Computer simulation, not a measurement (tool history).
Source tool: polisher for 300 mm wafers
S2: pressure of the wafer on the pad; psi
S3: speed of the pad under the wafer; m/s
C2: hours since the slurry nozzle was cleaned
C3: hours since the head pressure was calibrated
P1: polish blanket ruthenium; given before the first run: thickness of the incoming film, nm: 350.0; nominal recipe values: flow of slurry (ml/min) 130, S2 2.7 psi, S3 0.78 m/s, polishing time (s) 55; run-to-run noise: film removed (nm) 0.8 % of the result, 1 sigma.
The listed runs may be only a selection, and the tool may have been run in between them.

run 1 day=0.2 | flow_of_slurry_(ml/min)=130 S2=2.7 S3=0.78 polishing_time_(s)=55 | wafers_polished_on_this_pad=750 C2=454.7 C3=368.2 | film_removed_(nm)=76.053
run 2 day=0.471 | flow_of_slurry_(ml/min)=80 S2=2.7 S3=0.78 polishing_time_(s)=55 | wafers_polished_on_this_pad=841 C2=461.2 C3=374.7 | film_removed_(nm)=68.145
run 3 day=0.654 | flow_of_slurry_(ml/min)=175 S2=2.7 S3=0.78 polishing_time_(s)=55 | wafers_polished_on_this_pad=902 C2=465.6 C3=379.1 | film_removed_(nm)=82.51
run 4 day=0.854 | flow_of_slurry_(ml/min)=130 S2=2.7 S3=0.78 polishing_time_(s)=55 | wafers_polished_on_this_pad=969 C2=470.4 C3=383.9 | film_removed_(nm)=76.617
run 5 day=1.017 | flow_of_slurry_(ml/min)=130 S2=2.7 S3=0.36 polishing_time_(s)=55 | wafers_polished_on_this_pad=1023 C2=474.3 C3=387.8 | film_removed_(nm)=35.756
run 6 day=1.188 | flow_of_slurry_(ml/min)=130 S2=2.1 S3=1.18 polishing_time_(s)=55 | wafers_polished_on_this_pad=1080 C2=478.4 C3=391.9 | film_removed_(nm)=90.278
run 7 day=1.367 | flow_of_slurry_(ml/min)=130 S2=2.7 S3=0.78 polishing_time_(s)=55 | wafers_polished_on_this_pad=1140 C2=482.7 C3=396.2 | film_removed_(nm)=76.939
run 8 day=1.588 | flow_of_slurry_(ml/min)=130 S2=2.7 S3=0.78 polishing_time_(s)=55 | wafers_polished_on_this_pad=1214 C2=488 C3=401.5 | film_removed_(nm)=77.917
run 9 day=1.812 | flow_of_slurry_(ml/min)=130 S2=2.7 S3=0.78 polishing_time_(s)=55 | wafers_polished_on_this_pad=1289 C2=493.4 C3=406.9 | film_removed_(nm)=77.47
run 10 day=2.088 | flow_of_slurry_(ml/min)=130 S2=2 S3=0.78 polishing_time_(s)=55 | wafers_polished_on_this_pad=1381 C2=500 C3=413.5 | film_removed_(nm)=56.934
run 11 day=2.3 | flow_of_slurry_(ml/min)=130 S2=2.7 S3=1.06 polishing_time_(s)=55 | wafers_polished_on_this_pad=1452 C2=505.1 C3=418.6 | film_removed_(nm)=105.06
run 12 day=2.571 | flow_of_slurry_(ml/min)=130 S2=2.1 S3=0.78 polishing_time_(s)=35 | wafers_polished_on_this_pad=1542 C2=511.6 C3=425.1 | film_removed_(nm)=37.61
-- day=2.733 slurry nozzle cleaned
run 13 day=2.808 | flow_of_slurry_(ml/min)=130 S2=2.7 S3=0.78 polishing_time_(s)=55 | wafers_polished_on_this_pad=1622 C2=1.9 C3=430.8 | film_removed_(nm)=75.772
run 14 day=2.958 | flow_of_slurry_(ml/min)=130 S2=2.7 S3=0.78 polishing_time_(s)=80 | wafers_polished_on_this_pad=1672 C2=5.5 C3=434.4 | film_removed_(nm)=109.3
run 15 day=3.158 | flow_of_slurry_(ml/min)=130 S2=4.1 S3=0.78 polishing_time_(s)=55 | wafers_polished_on_this_pad=1739 C2=10.3 C3=439.2 | film_removed_(nm)=116.67
run 16 day=3.458 | flow_of_slurry_(ml/min)=130 S2=2.7 S3=0.78 polishing_time_(s)=39 | wafers_polished_on_this_pad=1839 C2=17.5 C3=446.4 | film_removed_(nm)=54.486
run 17 day=3.788 | flow_of_slurry_(ml/min)=130 S2=2.7 S3=0.78 polishing_time_(s)=55 | wafers_polished_on_this_pad=1949 C2=25.4 C3=454.3 | film_removed_(nm)=76.575
run 18 day=3.992 | flow_of_slurry_(ml/min)=130 S2=2.7 S3=0.78 polishing_time_(s)=55 | wafers_polished_on_this_pad=2017 C2=30.3 C3=459.2 | film_removed_(nm)=76.676

Predict the results of run 19:
run 19 day=4.312 | flow_of_slurry_(ml/min)=130 S2=2.7 S3=0.78 polishing_time_(s)=55 | wafers_polished_on_this_pad=2125 C2=38 C3=466.9 | film_removed_(nm)=?

Run 19 came out at film removed (nm) 72.247.
